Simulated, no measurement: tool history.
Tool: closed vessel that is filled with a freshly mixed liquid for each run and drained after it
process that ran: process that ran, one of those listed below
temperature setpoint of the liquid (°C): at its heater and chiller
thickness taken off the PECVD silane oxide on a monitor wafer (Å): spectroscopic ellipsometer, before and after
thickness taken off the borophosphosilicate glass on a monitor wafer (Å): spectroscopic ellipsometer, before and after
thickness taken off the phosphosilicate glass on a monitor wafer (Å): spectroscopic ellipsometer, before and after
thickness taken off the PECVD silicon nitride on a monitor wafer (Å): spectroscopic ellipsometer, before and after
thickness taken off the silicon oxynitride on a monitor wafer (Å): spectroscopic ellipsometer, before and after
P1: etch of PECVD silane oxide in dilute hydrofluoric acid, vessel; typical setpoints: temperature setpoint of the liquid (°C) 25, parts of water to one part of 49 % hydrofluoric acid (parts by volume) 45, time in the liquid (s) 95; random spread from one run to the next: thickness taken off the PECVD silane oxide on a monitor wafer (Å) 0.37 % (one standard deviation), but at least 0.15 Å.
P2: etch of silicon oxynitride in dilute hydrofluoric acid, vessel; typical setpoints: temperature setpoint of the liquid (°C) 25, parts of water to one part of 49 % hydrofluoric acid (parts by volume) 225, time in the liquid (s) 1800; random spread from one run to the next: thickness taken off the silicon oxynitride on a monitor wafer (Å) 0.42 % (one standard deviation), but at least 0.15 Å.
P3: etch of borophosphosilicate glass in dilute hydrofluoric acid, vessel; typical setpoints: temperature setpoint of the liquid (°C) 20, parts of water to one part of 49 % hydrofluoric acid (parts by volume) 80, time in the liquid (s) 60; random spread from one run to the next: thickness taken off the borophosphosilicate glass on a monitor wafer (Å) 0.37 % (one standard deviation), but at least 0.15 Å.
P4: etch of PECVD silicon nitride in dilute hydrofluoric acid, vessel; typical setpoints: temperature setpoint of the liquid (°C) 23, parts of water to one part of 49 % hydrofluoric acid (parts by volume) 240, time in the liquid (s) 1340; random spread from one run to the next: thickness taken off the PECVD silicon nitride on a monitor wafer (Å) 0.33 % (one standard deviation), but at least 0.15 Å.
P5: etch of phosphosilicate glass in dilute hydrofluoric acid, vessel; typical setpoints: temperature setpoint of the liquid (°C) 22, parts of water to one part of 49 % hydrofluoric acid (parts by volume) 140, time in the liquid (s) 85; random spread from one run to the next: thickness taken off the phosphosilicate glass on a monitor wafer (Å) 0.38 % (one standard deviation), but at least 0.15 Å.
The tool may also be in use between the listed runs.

| run | day | process that ran | temperature setpoint of the liquid (°C) | parts of water to one part of 49 % hydrofluoric acid (parts by volume) | time in the liquid (s) | hours since the thermometer was replaced | hours since the hydrofluoric acid flow meter was replaced | thickness taken off the PECVD silane oxide on a monitor wafer (Å) | thickness taken off the borophosphosilicate glass on a monitor wafer (Å) | thickness taken off the phosphosilicate glass on a monitor wafer (Å) | thickness taken off the PECVD silicon nitride on a monitor wafer (Å) | thickness taken off the silicon oxynitride on a monitor wafer (Å) |
|---|---|---|---|---|---|---|---|---|---|---|---|---|
| 1 | 0.275 | P1 | 25 | 45 | 95 | 633.8 | 436.9 | 477.39 |  |  |  |  |
| 2 | 0.512 | P1 | 25 | 20 | 95 | 639.5 | 442.6 | 1110.7 |  |  |  |  |
| 3 | 0.767 | P3 | 20 | 80 | 60 | 645.6 | 448.7 |  | 345.89 |  |  |  |
| 4 | 1.054 | P5 | 17 | 140 | 85 | 652.5 | 455.6 |  |  | 317.42 |  |  |
| 5 | 1.275 | P4 | 23 | 240 | 1340 | 657.8 | 460.9 |  |  |  | 107.59 |  |
| 6 | 1.55 | P2 | 32.5 | 225 | 1800 | 664.4 | 467.5 |  |  |  |  | 158.3 |
| 7 | 1.717 | P4 | 23 | 95 | 1340 | 668.4 | 471.5 |  |  |  | 266.8 |  |
| 8 | 1.925 | P1 | 25 | 45 | 95 | 673.4 | 476.5 | 476.48 |  |  |  |  |
| 9 | 2.117 | P1 | 25 | 45 | 30 | 678 | 481.1 | 151.32 |  |  |  |  |
| 10 | 2.25 | P1 | 18.5 | 45 | 95 | 681.2 | 484.3 | 361.98 |  |  |  |  |
| 11 | 2.488 | P4 | 23 | 240 | 2340 | 686.9 | 490 |  |  |  | 187.13 |  |
| 12 | 2.725 | P3 | 24 | 80 | 60 | 692.6 | 495.7 |  | 404.89 |  |  |  |
| 13 | 2.875 | P3 | 20 | 80 | 60 | 696.2 | 499.3 |  | 344.62 |  |  |  |
| 14 | 3.071 | P4 | 23 | 240 | 1340 | 700.9 | 504 |  |  |  | 107.13 |  |
| 15 | 3.208 | P4 | 31 | 240 | 1340 | 704.2 | 507.3 |  |  |  | 174.59 |  |
| 16 | 3.396 | P5 | 22 | 140 | 85 | 708.7 | 511.8 |  |  | 387.44 |  |  |
| 17 | 3.554 | P5 | 22 | 140 | 125 | 712.5 | 515.6 |  |  | 573.58 |  |  |
| 18 | 3.725 | P5 | 22 | 60 | 85 | 716.6 | 519.7 |  |  | 987.75 |  |  |
| 19 | 3.904 | P3 | 20 | 80 | 110 | 720.9 | 524 |  | 636 |  |  |  |
| 20 | 4.096 | P1 | 17.5 | 25 | 95 | 725.5 | 528.6 | 638.33 |  |  |  |  |
| 21 | 4.288 | P1 | 25 | 45 | 135 | 730.1 | 533.2 | 676.73 |  |  |  |  |
| 22 | 4.558 | P2 | 25 | 120 | 1800 | 736.6 | 539.7 |  |  |  |  | 235.71 |
| 23 | 4.721 | P1 | 25 | 60 | 95 | 740.5 | 543.6 | 351.13 |  |  |  |  |
| 24 | 4.983 | P1 | 25 | 45 | 95 | 746.8 | 549.9 | 477.33 |  |  |  |  |
| 25 | 5.283 | P2 | 25 | 225 | 170 | 754 | 557.1 |  |  |  |  | 11.095 |
| 26 | 5.579 | P5 | 22 | 140 | 85 | 761.1 | 564.2 |  |  | 386.86 |  |  |
| 27 | 5.712 | P1 | 32.5 | 45 | 95 | 764.3 | 567.4 | 640.49 |  |  |  |  |
| 28 | 5.983 | P2 | 25 | 225 | 1800 | 770.8 | 573.9 |  |  |  |  | 115.96 |
| 29 | 6.267 | P3 | 20 | 20 | 60 | 777.6 | 580.7 |  | 1477.6 |  |  |  |
| 30 | 6.554 | P1 | 25 | 45 | 95 | 784.5 | 587.6 | 475.7 |  |  |  |  |
| 31 | 6.754 | P1 | 25 | 45 | 95 | 789.3 | 592.4 | 476.28 |  |  |  |  |
| 32 | 7.05 | P1 | 25 | 45 | 95 | 796.4 | 599.5 | 504.86 |  |  |  |  |
| 33 | 7.208 | P1 | 25 | 45 | 95 | 800.2 | 603.3 | 509.01 |  |  |  |  |
| 34 | 7.388 | P1 | 25 | 45 | 95 | 804.5 | 607.6 | 514.1 |  |  |  |  |
| 35 | 7.592 | P1 | 25 | 45 | 95 | 809.4 | 612.5 | 517.8 |  |  |  |  |
| 36 | 7.842 | P1 | 25 | 45 | 95 | 815.4 | 618.5 | 521.01 |  |  |  |  |
| 37 | 8.071 | P1 | 25 | 45 | 95 | 820.9 | 624 | 524.03 |  |  |  |  |
| 38 | 8.208 | P1 | 25 | 45 | 95 | 824.2 | 627.3 | 522.16 |  |  |  |  |

Compared with where it was, what P1 gives has crept away. Each cause listed below fits the log as well as the rest, at the size given for it:
A: hydrofluoric acid flow above the setpoint (%) = 9.18
B: liquid hotter than its thermometer reads (K) = 2.29
The drift started at roughly day 6.754.

Consider the 4 single-wafer check runs listed below, results given as question marks: which one distinguishes between the causes by giving clearly different results for each?
| check 1 | 8.346 | P3 | 20 | 20 | 105 |  |  |  | ? |  |  |  |
| check 2 | 8.346 | P2 | 25 | 160 | 1800 |  |  |  |  |  |  | ? |
| check 3 | 8.346 | P5 | 17 | 140 | 120 |  |  |  |  | ? |  |  |
| check 4 | 8.346 | P4 | 30 | 240 | 1340 |  |  |  |  |  | ? |  |

If the cause were each of the candidates in turn, the checks would give the following:
| check | result | if A | if B |
|---|---|---|---|
| check 1 | thickness taken off the borophosphosilicate glass on a monitor wafer (Å) | 2845.2 | 2870.6 |
| check 2 | thickness taken off the silicon oxynitride on a monitor wafer (Å) | 189.26 | 189.92 |
| check 3 | thickness taken off the phosphosilicate glass on a monitor wafer (Å) | 493.59 | 490.58 |
| check 4 | thickness taken off the PECVD silicon nitride on a monitor wafer (Å) | 179.76 | 187.72 |
Separation of the two closest causes in each check, using whichever result separates them best: check 1 0.89 %; check 2 0.35 %; check 3 0.61 %; check 4 4.33 %
Check 4 is the one run that separates the causes; every other check would come out nearly the same whichever cause is at work.

Then check 4 was run and gave: thickness taken off the PECVD silicon nitride on a monitor wafer (Å) 179.83. Which cause is it?

A is the cause: hydrofluoric acid flow above the setpoint (%).
